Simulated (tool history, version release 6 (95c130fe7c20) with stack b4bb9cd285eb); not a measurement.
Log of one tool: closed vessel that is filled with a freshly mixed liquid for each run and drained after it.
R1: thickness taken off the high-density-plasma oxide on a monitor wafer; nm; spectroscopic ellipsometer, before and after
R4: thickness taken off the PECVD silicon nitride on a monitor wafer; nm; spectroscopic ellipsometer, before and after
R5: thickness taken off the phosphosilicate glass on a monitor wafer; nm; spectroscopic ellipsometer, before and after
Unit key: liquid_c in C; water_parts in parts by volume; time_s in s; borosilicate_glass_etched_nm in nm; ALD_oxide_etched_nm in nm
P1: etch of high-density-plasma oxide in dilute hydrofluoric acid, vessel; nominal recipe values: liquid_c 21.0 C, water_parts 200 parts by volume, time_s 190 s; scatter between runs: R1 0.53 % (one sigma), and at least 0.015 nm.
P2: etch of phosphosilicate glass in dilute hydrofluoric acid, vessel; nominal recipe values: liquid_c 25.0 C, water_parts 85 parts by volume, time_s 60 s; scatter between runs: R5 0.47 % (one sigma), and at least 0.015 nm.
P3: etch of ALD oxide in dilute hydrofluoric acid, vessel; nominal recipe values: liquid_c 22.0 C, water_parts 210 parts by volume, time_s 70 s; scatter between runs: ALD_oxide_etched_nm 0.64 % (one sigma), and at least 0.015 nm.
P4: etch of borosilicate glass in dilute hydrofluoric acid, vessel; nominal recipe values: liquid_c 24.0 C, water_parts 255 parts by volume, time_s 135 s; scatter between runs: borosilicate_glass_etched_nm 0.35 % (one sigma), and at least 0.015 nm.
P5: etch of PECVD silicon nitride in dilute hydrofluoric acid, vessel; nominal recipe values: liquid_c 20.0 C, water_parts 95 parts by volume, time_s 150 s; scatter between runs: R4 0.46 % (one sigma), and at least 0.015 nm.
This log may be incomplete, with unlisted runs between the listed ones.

run 1 hour=8.9 | process=P1 liquid_c=21.0 water_parts=200 time_s=190 | R1=8.6822
run 2 hour=17.7 | process=P4 liquid_c=24.0 water_parts=255 time_s=135 | borosilicate_glass_etched_nm=18.0520
run 3 hour=25.8 | process=P3 liquid_c=22.0 water_parts=210 time_s=125 | ALD_oxide_etched_nm=8.9040
run 4 hour=35.6 | process=P5 liquid_c=20.0 water_parts=95 time_s=150 | R4=5.4060
run 5 hour=45.1 | process=P2 liquid_c=25.0 water_parts=135 time_s=60 | R5=75.514
run 6 hour=56.1 | process=P3 liquid_c=22.0 water_parts=210 time_s=70 | ALD_oxide_etched_nm=5.0169
run 7 hour=63.4 | process=P1 liquid_c=21.0 water_parts=200 time_s=190 | R1=8.6461
-- hour=70.6 hydrofluoric acid flow meter replaced
run 8 hour=73.5 | process=P5 liquid_c=20.0 water_parts=95 time_s=275 | R4=9.8892
run 9 hour=80.8 | process=P2 liquid_c=17.0 water_parts=85 time_s=60 | R5=91.390
run 10 hour=94.8 | process=P5 liquid_c=17.0 water_parts=95 time_s=150 | R4=4.4448
run 11 hour=102.9 | process=P1 liquid_c=21.0 water_parts=125 time_s=190 | R1=15.0040
run 12 hour=116.0 | process=P2 liquid_c=25.0 water_parts=85 time_s=100 | R5=212.940
run 13 hour=126.8 | process=P3 liquid_c=22.0 water_parts=210 time_s=70 | ALD_oxide_etched_nm=4.9406
run 14 hour=134.7 | process=P1 liquid_c=28.0 water_parts=200 time_s=100 | R1=5.9351
run 15 hour=141.7 | process=P2 liquid_c=25.0 water_parts=85 time_s=60 | R5=127.170
run 16 hour=150.5 | process=P1 liquid_c=21.0 water_parts=200 time_s=40 | R1=1.8389
run 17 hour=161.0 | process=P1 liquid_c=21.0 water_parts=200 time_s=190 | R1=8.6632
run 18 hour=170.6 | process=P5 liquid_c=20.0 water_parts=55 time_s=150 | R4=9.2250
run 19 hour=177.2 | process=P2 liquid_c=25.0 water_parts=85 time_s=60 | R5=127.060
run 20 hour=190.3 | process=P4 liquid_c=24.0 water_parts=255 time_s=30 | borosilicate_glass_etched_nm=4.0549
run 21 hour=204.1 | process=P3 liquid_c=22.0 water_parts=380 time_s=70 | ALD_oxide_etched_nm=2.3308
run 22 hour=218.8 | process=P1 liquid_c=17.5 water_parts=200 time_s=190 | R1=7.5366
run 23 hour=230.5 | process=P1 liquid_c=25.5 water_parts=200 time_s=190 | R1=10.3490
run 24 hour=237.0 | process=P4 liquid_c=24.0 water_parts=445 time_s=135 | borosilicate_glass_etched_nm=8.6616
run 25 hour=250.6 | process=P4 liquid_c=24.0 water_parts=255 time_s=135 | borosilicate_glass_etched_nm=18.0410
run 26 hour=264.9 | process=P1 liquid_c=21.0 water_parts=200 time_s=300 | R1=13.5980
run 27 hour=272.2 | process=P1 liquid_c=21.0 water_parts=275 time_s=190 | R1=5.8961

Expected results for the next run?
run 28 hour=284.4 | process=P1 liquid_c=21.0 water_parts=200 time_s=190 | R1=?

Run 28 produced R1 8.7579 nm.

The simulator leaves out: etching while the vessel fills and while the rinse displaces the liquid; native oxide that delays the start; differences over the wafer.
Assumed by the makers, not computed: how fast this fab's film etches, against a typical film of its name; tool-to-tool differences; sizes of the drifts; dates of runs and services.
